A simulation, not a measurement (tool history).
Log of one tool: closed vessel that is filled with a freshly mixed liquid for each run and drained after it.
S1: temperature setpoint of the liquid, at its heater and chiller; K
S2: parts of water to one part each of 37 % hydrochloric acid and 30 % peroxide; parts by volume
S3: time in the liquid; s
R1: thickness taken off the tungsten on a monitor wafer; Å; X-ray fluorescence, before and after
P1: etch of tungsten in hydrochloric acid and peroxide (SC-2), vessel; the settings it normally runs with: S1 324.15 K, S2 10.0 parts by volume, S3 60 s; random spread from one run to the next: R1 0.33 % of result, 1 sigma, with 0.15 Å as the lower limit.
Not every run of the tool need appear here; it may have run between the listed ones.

run 1 day=0.671 | S1=324.15 S2=10.0 S3=60 | R1=179.430
run 2 day=1.125 | S1=308.15 S2=10.0 S3=60 | R1=58.547
run 3 day=1.650 | S1=324.15 S2=10.0 S3=60 | R1=178.710
run 4 day=2.308 | S1=324.15 S2=16.5 S3=60 | R1=115.690
run 5 day=2.746 | S1=331.65 S2=10.0 S3=85 | R1=409.570
run 6 day=3.158 | S1=324.15 S2=10.0 S3=60 | R1=178.880
run 7 day=3.879 | S1=339.65 S2=10.0 S3=60 | R1=476.820
run 8 day=4.271 | S1=324.15 S2=13.5 S3=105 | R1=241.210
run 9 day=4.908 | S1=324.15 S2=4.5 S3=60 | R1=330.780
run 10 day=5.571 | S1=324.15 S2=10.0 S3=115 | R1=341.150
run 11 day=6.038 | S1=324.15 S2=10.0 S3=60 | R1=178.810
run 12 day=6.692 | S1=316.15 S2=10.0 S3=85 | R1=146.700
run 13 day=7.104 | S1=324.15 S2=10.0 S3=30 | R1=89.179
run 14 day=7.538 | S1=324.15 S2=10.0 S3=60 | R1=178.250
run 15 day=8.300 | S1=324.15 S2=10.0 S3=60 | R1=170.300
run 16 day=8.833 | S1=324.15 S2=10.0 S3=60 | R1=166.750
run 17 day=9.396 | S1=324.15 S2=10.0 S3=60 | R1=164.150
-- day=9.842 new drum of peroxide connected
run 18 day=9.975 | S1=324.15 S2=10.0 S3=60 | R1=163.840
run 19 day=10.675 | S1=324.15 S2=10.0 S3=60 | R1=161.640
run 20 day=11.358 | S1=324.15 S2=10.0 S3=60 | R1=161.430
run 21 day=11.979 | S1=324.15 S2=10.0 S3=60 | R1=160.490
run 22 day=12.617 | S1=324.15 S2=10.0 S3=60 | R1=160.980

Compared with where it was, what P1 gives has crept away. Each cause listed below fits the log as well as the rest, at the size given for it:
A: chemicals flow below the setpoint (%) = 11.7
B: liquid colder than its thermometer reads (K) = 1.58
The gradual shift began around day 7.538.
All other causes, with the reason each is excluded:
peroxide weaker than its label (%): serviced at day 9.842, which brought nothing back

You are offered 4 check runs, listed below with question marks in place of their results; each one averages 2 wafers. Which run separates the listed causes by giving clearly different results for each?
run check 1 day=13.254 | S1=308.65 S2=5.5 S3=60 | R1=?
run check 2 day=13.254 | S1=324.15 S2=14.0 S3=100 | R1=?
run check 3 day=13.254 | S1=324.15 S2=15.0 S3=60 | R1=?
run check 4 day=13.254 | S1=314.65 S2=10.0 S3=30 | R1=?

Expected result of each check under each candidate cause:
check=check_1 result=R1 if_A=88.504 if_B=86.464
check=check_2 result=R1 if_A=199.930 if_B=200.820
check=check_3 result=R1 if_A=112.800 if_B=113.410
check=check_4 result=R1 if_A=42.017 if_B=41.727
How far apart the two closest causes lie, in the result that separates them most: check 1 2.33 %; check 2 0.45 %; check 3 0.54 %; check 4 0.69 %
Only in check 1 would the causes give clearly different results; in the remaining checks their results would be nearly the same.

Check 1 was then run and gave: R1 88.659 Å. Which cause is it?

A is the cause: chemicals flow below the setpoint (%).
